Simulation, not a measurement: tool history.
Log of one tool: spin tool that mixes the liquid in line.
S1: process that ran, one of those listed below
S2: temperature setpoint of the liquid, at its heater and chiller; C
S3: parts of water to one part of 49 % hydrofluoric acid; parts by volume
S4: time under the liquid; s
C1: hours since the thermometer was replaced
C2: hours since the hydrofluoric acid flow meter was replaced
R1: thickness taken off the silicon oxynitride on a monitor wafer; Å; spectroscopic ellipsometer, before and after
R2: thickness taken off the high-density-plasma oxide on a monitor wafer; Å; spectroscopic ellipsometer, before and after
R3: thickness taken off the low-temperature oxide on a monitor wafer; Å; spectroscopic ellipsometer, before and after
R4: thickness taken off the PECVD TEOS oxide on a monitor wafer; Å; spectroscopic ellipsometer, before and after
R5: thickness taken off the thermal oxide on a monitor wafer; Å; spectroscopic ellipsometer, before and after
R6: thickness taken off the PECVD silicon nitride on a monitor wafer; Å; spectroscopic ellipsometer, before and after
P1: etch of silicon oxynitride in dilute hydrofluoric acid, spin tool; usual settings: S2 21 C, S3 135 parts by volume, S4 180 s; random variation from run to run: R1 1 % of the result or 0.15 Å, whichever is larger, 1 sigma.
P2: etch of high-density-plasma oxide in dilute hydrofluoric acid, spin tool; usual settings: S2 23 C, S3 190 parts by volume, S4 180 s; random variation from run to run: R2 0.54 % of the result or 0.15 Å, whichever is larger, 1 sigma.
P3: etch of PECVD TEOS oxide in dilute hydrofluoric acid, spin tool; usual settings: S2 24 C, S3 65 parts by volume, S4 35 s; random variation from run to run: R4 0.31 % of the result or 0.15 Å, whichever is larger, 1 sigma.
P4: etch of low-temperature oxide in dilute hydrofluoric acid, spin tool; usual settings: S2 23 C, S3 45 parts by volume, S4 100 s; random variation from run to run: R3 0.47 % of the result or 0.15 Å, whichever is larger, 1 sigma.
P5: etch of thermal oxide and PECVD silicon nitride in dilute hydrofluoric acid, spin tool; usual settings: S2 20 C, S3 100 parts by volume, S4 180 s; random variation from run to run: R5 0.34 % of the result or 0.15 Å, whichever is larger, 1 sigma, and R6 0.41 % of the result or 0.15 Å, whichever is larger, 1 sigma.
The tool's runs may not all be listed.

run   hour  S1  S2   S3   S4     C1      C2      R1      R2      R3      R4      R5      R6
  1   13.7  P1  21  135  180    528  1115.5  24.823
  2   22.1  P2  23   55  180  536.4  1123.9          183.68
  3   37.6  P1  17  135  180  551.9  1139.4  20.557
  4   51.3  P4  23   45  100  565.6  1153.1                   435.9
  5   64.4  P2  31  190  180  578.7  1166.2          60.899
  6   80.2  P1  21  135  180  594.5    1182  25.471
  7   88.5  P4  19   45  100  602.8  1190.3                  367.41
  8  101.4  P4  23   20  100  615.7  1203.2                    1012
  9  118.9  P3  24   65   65  633.2  1220.7                          128.41
 10  136.6  P1  21  135  180  650.9  1238.4   24.67
 11  152.1  P1  21   50  180  666.4  1253.9  70.901
 12  168.1  P1  21  135  180  682.4  1269.9  25.216
 13  185.2  P1  21  135  180  699.5    1287   25.09
 14  193.9  P3  24   65   35  708.2  1295.7                          68.865
 15  209.7  P4  23   45  100    724  1311.5                  435.13
 16  223.6  P2  23  190  180  737.9  1325.4          45.341
 17  235.9  P1  21  240  180  750.2  1337.7  13.185
 18  244.6  P3  24  105   35  758.9  1346.4                          40.587
 19  255.8  P1  21  210   90  770.1  1357.6  7.4474
 20  272.6  P5  20  100  180  786.9  1374.4                                  69.024  57.767
 21    289  P5  20  100  180  803.3  1390.8                                  68.844  57.824
 22  298.6  P2  23  190  295  812.9  1400.4          74.313
 23  314.9  P5  20  100   15  829.2  1416.7                                  5.7681  5.0789

The next listed run, before its measurement:
     319.1  -- thermometer replaced
 24   331  P4  23  45  35  12  1432.8           ?

{"run 24": {"R3": 151.65}}
